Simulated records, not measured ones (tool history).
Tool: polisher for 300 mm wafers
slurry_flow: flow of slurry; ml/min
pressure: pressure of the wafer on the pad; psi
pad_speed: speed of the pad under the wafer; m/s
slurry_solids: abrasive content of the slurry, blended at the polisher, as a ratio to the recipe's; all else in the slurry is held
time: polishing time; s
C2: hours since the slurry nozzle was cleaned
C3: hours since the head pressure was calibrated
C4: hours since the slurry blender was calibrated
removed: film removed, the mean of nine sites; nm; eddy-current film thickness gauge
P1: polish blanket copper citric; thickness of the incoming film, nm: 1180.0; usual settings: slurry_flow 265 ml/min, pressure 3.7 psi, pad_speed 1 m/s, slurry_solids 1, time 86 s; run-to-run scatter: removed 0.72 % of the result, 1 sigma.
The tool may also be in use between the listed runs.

{"run": 1, "hour": 4.3, "slurry_flow": 265, "pressure": 3.7, "pad_speed": 1, "slurry_solids": 1, "time": 86, "wafers polished on this pad": 289, "C2": 60.1, "C3": 358.8, "C4": 234, "removed": 192.97}
{"run": 2, "hour": 9.0, "slurry_flow": 265, "pressure": 3.7, "pad_speed": 1, "slurry_solids": 1, "time": 86, "wafers polished on this pad": 332, "C2": 64.8, "C3": 363.5, "C4": 238.7, "removed": 195.36}
{"run": 3, "hour": 14.9, "slurry_flow": 360, "pressure": 3.7, "pad_speed": 1, "slurry_solids": 1, "time": 86, "wafers polished on this pad": 387, "C2": 70.7, "C3": 369.4, "C4": 244.6, "removed": 201.74}
{"run": 4, "hour": 19.4, "slurry_flow": 265, "pressure": 3.7, "pad_speed": 1, "slurry_solids": 1, "time": 86, "wafers polished on this pad": 428, "C2": 75.2, "C3": 373.9, "C4": 249.1, "removed": 195.59}
{"run": 5, "hour": 24.6, "slurry_flow": 160, "pressure": 3.7, "pad_speed": 1, "slurry_solids": 1, "time": 86, "wafers polished on this pad": 476, "C2": 80.4, "C3": 379.1, "C4": 254.3, "removed": 179.63}
{"run": 6, "hour": 28.7, "slurry_flow": 265, "pressure": 3.7, "pad_speed": 0.64, "slurry_solids": 1, "time": 86, "wafers polished on this pad": 514, "C2": 84.5, "C3": 383.2, "C4": 258.4, "removed": 123.93}
{"run": 7, "hour": 32.7, "slurry_flow": 265, "pressure": 3.7, "pad_speed": 1.5, "slurry_solids": 1.2, "time": 86, "wafers polished on this pad": 551, "C2": 88.5, "C3": 387.2, "C4": 262.4, "removed": 301.87}
{"run": 8, "hour": 39.4, "slurry_flow": 265, "pressure": 3.7, "pad_speed": 1, "slurry_solids": 1, "time": 86, "wafers polished on this pad": 613, "C2": 95.2, "C3": 393.9, "C4": 269.1, "removed": 196.08}
{"run": 9, "hour": 45.5, "slurry_flow": 265, "pressure": 3.7, "pad_speed": 1.44, "slurry_solids": 1, "time": 86, "wafers polished on this pad": 669, "C2": 101.3, "C3": 400, "C4": 275.2, "removed": 276.81}
{"run": 10, "hour": 50.3, "slurry_flow": 265, "pressure": 5.9, "pad_speed": 1, "slurry_solids": 1, "time": 86, "wafers polished on this pad": 714, "C2": 106.1, "C3": 404.8, "C4": 280, "removed": 307.41}
{"run": 11, "hour": 57.4, "slurry_flow": 265, "pressure": 3.7, "pad_speed": 1, "slurry_solids": 1.45, "time": 86, "wafers polished on this pad": 779, "C2": 113.2, "C3": 411.9, "C4": 287.1, "removed": 211.23}
{"run": 12, "hour": 60.8, "slurry_flow": 265, "pressure": 3.7, "pad_speed": 1, "slurry_solids": 1, "time": 48, "wafers polished on this pad": 811, "C2": 116.6, "C3": 415.3, "C4": 290.5, "removed": 107.93}
{"run": 13, "hour": 65.7, "slurry_flow": 265, "pressure": 1.9, "pad_speed": 1, "slurry_solids": 1, "time": 86, "wafers polished on this pad": 856, "C2": 121.5, "C3": 420.2, "C4": 295.4, "removed": 102.6}

Forecast run 14:
{"run": 14, "hour": 71.4, "slurry_flow": 265, "pressure": 3.7, "pad_speed": 1, "slurry_solids": 0.75, "time": 86, "wafers polished on this pad": 909, "C2": 127.2, "C3": 425.9, "C4": 301.1, "removed": "?"}

Run 14 gave removed 181.07 nm.

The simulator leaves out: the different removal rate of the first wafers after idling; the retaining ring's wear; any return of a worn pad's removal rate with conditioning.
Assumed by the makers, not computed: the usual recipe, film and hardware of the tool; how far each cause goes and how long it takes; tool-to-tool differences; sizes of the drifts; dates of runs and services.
